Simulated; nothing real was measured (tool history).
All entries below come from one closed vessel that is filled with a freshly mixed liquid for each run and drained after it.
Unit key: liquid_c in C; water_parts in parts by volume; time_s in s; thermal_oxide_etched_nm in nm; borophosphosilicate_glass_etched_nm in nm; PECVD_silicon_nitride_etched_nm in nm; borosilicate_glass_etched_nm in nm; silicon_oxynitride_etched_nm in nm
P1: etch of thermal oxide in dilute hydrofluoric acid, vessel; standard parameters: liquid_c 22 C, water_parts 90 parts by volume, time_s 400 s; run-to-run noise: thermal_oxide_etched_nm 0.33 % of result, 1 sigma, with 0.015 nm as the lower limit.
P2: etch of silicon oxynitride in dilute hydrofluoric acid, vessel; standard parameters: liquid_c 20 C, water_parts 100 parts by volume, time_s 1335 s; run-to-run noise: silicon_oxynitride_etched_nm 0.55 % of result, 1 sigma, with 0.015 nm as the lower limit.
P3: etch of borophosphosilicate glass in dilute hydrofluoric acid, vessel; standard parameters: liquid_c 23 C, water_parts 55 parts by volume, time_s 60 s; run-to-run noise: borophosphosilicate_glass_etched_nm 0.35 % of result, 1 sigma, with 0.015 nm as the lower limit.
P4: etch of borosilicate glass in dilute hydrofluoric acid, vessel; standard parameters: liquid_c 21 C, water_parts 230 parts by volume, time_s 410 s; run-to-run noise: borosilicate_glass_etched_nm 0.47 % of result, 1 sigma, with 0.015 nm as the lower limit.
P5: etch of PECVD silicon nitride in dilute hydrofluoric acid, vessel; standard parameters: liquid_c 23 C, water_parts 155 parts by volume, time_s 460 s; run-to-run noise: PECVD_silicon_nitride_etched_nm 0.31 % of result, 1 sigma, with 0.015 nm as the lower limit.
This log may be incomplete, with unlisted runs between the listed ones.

run,hour,process,liquid_c,water_parts,time_s,hours since the thermometer was replaced,hours since the hydrofluoric acid flow meter was replaced,thermal_oxide_etched_nm,borophosphosilicate_glass_etched_nm,PECVD_silicon_nitride_etched_nm,borosilicate_glass_etched_nm,silicon_oxynitride_etched_nm
1,16.6,P1,22,90,400,326.9,638.3,20.996,,,,
2,33.8,P3,27,55,60,344.1,655.5,,67.675,,,
3,49.4,P3,23,55,90,359.7,671.1,,86.006,,,
4,63,P5,29.5,155,460,373.3,684.7,,,23.612,,
5,76.2,P1,22,145,400,386.5,697.9,12.295,,,,
6,92.8,P4,21,230,740,403.1,714.5,,,,83.281,
7,107.6,P1,22,35,400,417.9,729.3,57.968,,,,
8,122.2,P1,17,90,45,432.5,743.9,1.8883,,,,
9,139,P1,22,90,225,449.3,760.7,11.766,,,,
10,152.3,P1,27,90,190,462.6,774,12.12,,,,
11,170,P4,21,230,410,480.3,791.7,,,,46.528,
12,183.2,P1,22,90,400,493.5,804.9,20.955,,,,
13,192.9,P2,20,100,1335,503.2,814.6,,,,,54.583
14,201,P2,17,100,1335,511.3,822.7,,,,,47.703
15,213.2,P2,20,100,30,523.5,834.9,,,,,1.2307
16,226.9,P1,28.5,90,400,537.2,848.6,27.232,,,,
17,234.8,P1,18,90,400,545.1,856.5,17.724,,,,
18,242.6,P1,22,90,400,552.9,864.3,20.899,,,,
19,255.1,P3,23,55,60,565.4,876.8,,57.428,,,
20,264.8,P4,27,230,410,575.1,886.5,,,,58.084,
21,277.3,P5,23,155,900,587.6,899,,,30.595,,
22,291.1,P4,21,55,410,601.4,912.8,,,,236,
23,305.6,P3,23,95,60,615.9,927.3,,31.535,,,
24,316.8,P1,22,90,710,627.1,938.5,37.17,,,,
25,333.5,P2,20,165,1335,643.8,955.2,,,,,31.659
26,344.2,P5,23,40,460,654.5,965.9,,,59.134,,
27,360.5,P1,22,90,400,670.8,982.2,20.858,,,,
28,376.6,P1,22,90,400,686.9,998.3,20.97,,,,
29,388,P1,22,90,400,698.3,1009.7,20.998,,,,
30,398.8,P5,23,155,460,709.1,1020.5,,,15.628,,
31,410.1,P4,21,230,410,720.4,1031.8,,,,47.039,
32,427.7,P1,22,90,400,738,1049.4,20.881,,,,
33,440.5,P1,22,90,400,750.8,1062.2,19.93,,,,
34,448.9,P1,22,90,400,759.2,1070.6,19.654,,,,
35,463.6,P1,22,90,400,773.9,1085.3,19.29,,,,
36,481.4,P1,22,90,400,791.7,1103.1,19.068,,,,
37,491,P1,22,90,400,801.3,1112.7,19.092,,,,
38,506.1,P1,22,90,400,816.4,1127.8,19.018,,,,
39,514.6,P1,22,90,400,824.9,1136.3,18.862,,,,

The log shows P1 creeping away from where it was. Any of the 2 causes listed here, at the size stated for it, fits the log just as well as the others:
A: hydrofluoric acid flow below the setpoint (%) = 8.65
B: liquid colder than its thermometer reads (K) = 2.45
The creep began at about hour 427.7.

4 check runs are offered, one wafer each, their results left as question marks. Which one tells the causes apart?
check 1,523.1,P2,20,150,95,,,,,,,?
check 2,523.1,P3,23,75,60,,,,?,,,
check 3,523.1,P5,23,45,655,,,,,?,,
check 4,523.1,P4,26.5,55,410,,,,,,?,

Expected result of each check under each candidate cause:
check,result,if A,if B
check 1,silicon_oxynitride_etched_nm,2.2733,2.2329
check 2,borophosphosilicate_glass_etched_nm,37.161,37.104
check 3,PECVD_silicon_nitride_etched_nm,68.565,63.288
check 4,borosilicate_glass_etched_nm,268.05,267.62
Separation of the two closest causes in each check, using whichever result separates them best: check 1 1.79 %; check 2 0.15 %; check 3 8.01 %; check 4 0.16 %
Only check 3 tells the causes apart: in the others they would give nearly the same result.

After running check 3, the following was obtained: PECVD_silicon_nitride_etched_nm 63.316 nm. Which cause does this point to?

It is B: liquid colder than its thermometer reads (K).
